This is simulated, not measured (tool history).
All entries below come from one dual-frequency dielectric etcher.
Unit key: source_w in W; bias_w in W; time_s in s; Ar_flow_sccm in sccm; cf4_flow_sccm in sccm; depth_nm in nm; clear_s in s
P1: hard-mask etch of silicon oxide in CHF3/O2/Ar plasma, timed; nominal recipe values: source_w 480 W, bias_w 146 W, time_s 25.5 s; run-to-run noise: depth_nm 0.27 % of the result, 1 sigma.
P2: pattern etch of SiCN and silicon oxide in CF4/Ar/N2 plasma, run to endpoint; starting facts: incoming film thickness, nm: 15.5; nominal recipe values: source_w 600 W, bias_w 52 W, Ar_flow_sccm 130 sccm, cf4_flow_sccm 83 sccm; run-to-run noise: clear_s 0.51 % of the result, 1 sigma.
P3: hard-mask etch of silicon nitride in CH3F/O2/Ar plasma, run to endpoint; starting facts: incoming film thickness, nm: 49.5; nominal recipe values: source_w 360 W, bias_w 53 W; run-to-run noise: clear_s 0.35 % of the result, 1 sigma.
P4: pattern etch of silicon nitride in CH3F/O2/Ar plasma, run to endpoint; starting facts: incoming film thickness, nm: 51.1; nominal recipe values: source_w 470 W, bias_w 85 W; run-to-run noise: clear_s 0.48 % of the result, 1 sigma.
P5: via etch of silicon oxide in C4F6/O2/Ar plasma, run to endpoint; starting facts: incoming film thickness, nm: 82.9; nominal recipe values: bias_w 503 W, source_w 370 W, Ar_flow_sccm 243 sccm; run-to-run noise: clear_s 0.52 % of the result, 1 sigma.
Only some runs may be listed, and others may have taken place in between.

| run | hour | process | source_w | bias_w | time_s | Ar_flow_sccm | cf4_flow_sccm | hours since the last wet clean | hours since the last source power generator calibration | hours since the last bias power generator calibration | depth_nm | clear_s |
|---|---|---|---|---|---|---|---|---|---|---|---|---|
| 1 | 5 | P1 | 480 | 146 | 25.5 |  |  | 343.9 | 1041.3 | 745.2 | 43.012 |  |
| 2 | 10.9 | P3 | 230 | 53 |  |  |  | 349.8 | 1047.2 | 751.1 |  | 100.76 |
| 3 | 20.6 | P2 | 600 | 52 |  | 159 | 83 | 359.5 | 1056.9 | 760.8 |  | 16.667 |
| 4 | 26.8 | P5 | 370 | 317 |  | 243 |  | 365.7 | 1063.1 | 767 |  | 21.311 |
| 5 | 36.4 | P2 | 600 | 52 |  | 130 | 83 | 375.3 | 1072.7 | 776.6 |  | 15.952 |
| 6 | 42.7 | P1 | 480 | 188 | 17 |  |  | 381.6 | 1079 | 782.9 | 31.398 |  |
| 7 | 51.8 | P1 | 480 | 183 | 25.5 |  |  | 390.7 | 1088.1 | 792 | 46.504 |  |
| 8 | 60.5 | P1 | 480 | 87 | 25.5 |  |  | 399.4 | 1096.8 | 800.7 | 36.793 |  |
| 9 | 68.8 | P4 | 560 | 85 |  |  |  | 407.7 | 1105.1 | 809 |  | 61.344 |
| 10 | 74.1 | P4 | 470 | 85 |  |  |  | 413 | 1110.4 | 814.3 |  | 65.918 |
| 11 | 82.7 | P1 | 480 | 146 | 25.5 |  |  | 421.6 | 1119 | 822.9 | 43.186 |  |
| 12 | 89.4 | P5 | 370 | 503 |  | 289 |  | 428.3 | 1125.7 | 829.6 |  | 18.678 |
| 13 | 98.5 | P1 | 480 | 146 | 25.5 |  |  | 437.4 | 1134.8 | 838.7 | 43.386 |  |
| 14 | 107.7 | P3 | 360 | 53 |  |  |  | 446.6 | 1144 | 847.9 |  | 84.937 |
| 15 | 113.2 | P1 | 330 | 146 | 25.5 |  |  | 452.1 | 1149.5 | 853.4 | 37.426 |  |
| 16 | 118.2 | P4 | 470 | 115 |  |  |  | 457.1 | 1154.5 | 858.4 |  | 58.911 |
| 17 | 126.6 | P1 | 480 | 146 | 25.5 |  |  | 465.5 | 1162.9 | 866.8 | 43.297 |  |
| 18 | 132.2 | P5 | 470 | 503 |  | 243 |  | 471.1 | 1168.5 | 872.4 |  | 16.644 |
| 19 | 140.3 | P3 | 360 | 53 |  |  |  | 479.2 | 1176.6 | 880.5 |  | 84.658 |
|  | 142.1 | bias power generator calibrated |
| 20 | 146.1 | P1 | 620 | 146 | 25.5 |  |  | 485 | 1182.4 | 4 | 47.48 |  |
| 21 | 155 | P2 | 380 | 52 |  | 130 | 83 | 493.9 | 1191.3 | 12.9 |  | 23.666 |
| 22 | 160.5 | P1 | 480 | 146 | 25.5 |  |  | 499.4 | 1196.8 | 18.4 | 43.288 |  |
| 23 | 167.3 | P1 | 480 | 146 | 36 |  |  | 506.2 | 1203.6 | 25.2 | 61.167 |  |
| 24 | 176.1 | P3 | 360 | 33 |  |  |  | 515 | 1212.4 | 34 |  | 97.315 |
| 25 | 182.8 | P5 | 370 | 503 |  | 243 |  | 521.7 | 1219.1 | 40.7 |  | 18.022 |
| 26 | 192.3 | P2 | 600 | 52 |  | 130 | 102 | 531.2 | 1228.6 | 50.2 |  | 15.286 |
| 27 | 198 | P5 | 370 | 503 |  | 243 |  | 536.9 | 1234.3 | 55.9 |  | 18.333 |
| 28 | 202.8 | P1 | 480 | 146 | 25.5 |  |  | 541.7 | 1239.1 | 60.7 | 43.229 |  |
| 29 | 208.2 | P2 | 600 | 71 |  | 130 | 83 | 547.1 | 1244.5 | 66.1 |  | 14.368 |
| 30 | 218 | P1 | 480 | 146 | 15 |  |  | 556.9 | 1254.3 | 75.9 | 25.353 |  |
| 31 | 224.1 | P1 | 480 | 146 | 25.5 |  |  | 563 | 1260.4 | 82 | 43.295 |  |
| 32 | 229 | P1 | 480 | 146 | 25.5 |  |  | 567.9 | 1265.3 | 86.9 | 43.068 |  |
| 33 | 238.4 | P1 | 480 | 146 | 25.5 |  |  | 577.3 | 1274.7 | 96.3 | 42.696 |  |
| 34 | 245.4 | P1 | 480 | 146 | 25.5 |  |  | 584.3 | 1281.7 | 103.3 | 42.526 |  |
| 35 | 254.1 | P1 | 480 | 146 | 25.5 |  |  | 593 | 1290.4 | 112 | 42.538 |  |
| 36 | 258.7 | P1 | 480 | 146 | 25.5 |  |  | 597.6 | 1295 | 116.6 | 42.5 |  |
|  | 260.6 | wet clean of the chamber |
| 37 | 268 | P1 | 480 | 146 | 25.5 |  |  | 7.5 | 1304.3 | 125.9 | 42.751 |  |
| 38 | 273.6 | P1 | 480 | 146 | 25.5 |  |  | 13.1 | 1309.9 | 131.5 | 42.393 |  |

What P1 gives has crept away from where it was. These 2 causes fit the log equally well, each at the size given:
A: source power that arrives under what is set, % = 4.15
B: bias power that arrives under what is set, % = 4.89
The gradual shift began around hour 224.1.
Why every other cause is out:
chamber walls in a state that lowers the etch rate, %: work on it at hour 260.6, done after the drift set in, did not restore what the process gave before

Consider the 4 check runs below, whose results appear as question marks and each of which averages 3 wafers. Which one distinguishes the causes, in that each cause would give it a clearly different result?
| check 1 | 279.2 | P4 | 470 | 85 |  |  |  |  |  |  |  | ? |
| check 2 | 279.2 | P3 | 360 | 53 |  |  |  |  |  |  |  | ? |
| check 3 | 279.2 | P5 | 370 | 503 |  | 243 |  |  |  |  |  | ? |
| check 4 | 279.2 | P2 | 600 | 52 |  | 130 | 83 |  |  |  |  | ? |

What each check would give under each cause:
| check | result | if A | if B |
|---|---|---|---|
| check 1 | clear_s | 66.947 | 67.05 |
| check 2 | clear_s | 86.205 | 86.173 |
| check 3 | clear_s | 18.433 | 18.491 |
| check 4 | clear_s | 16.535 | 16.169 |
Distance between the nearest two causes, measured in the result of the check that separates them most: check 1 0.15 %; check 2 0.04 %; check 3 0.32 %; check 4 2.24 %
Of the check runs offered, only check 4 discriminates between the causes; the rest would read about the same regardless of which cause applies.

After running check 4, the following was obtained: clear_s 16.093 s. Which cause does this point to?

B is the cause: bias power that arrives under what is set, %.
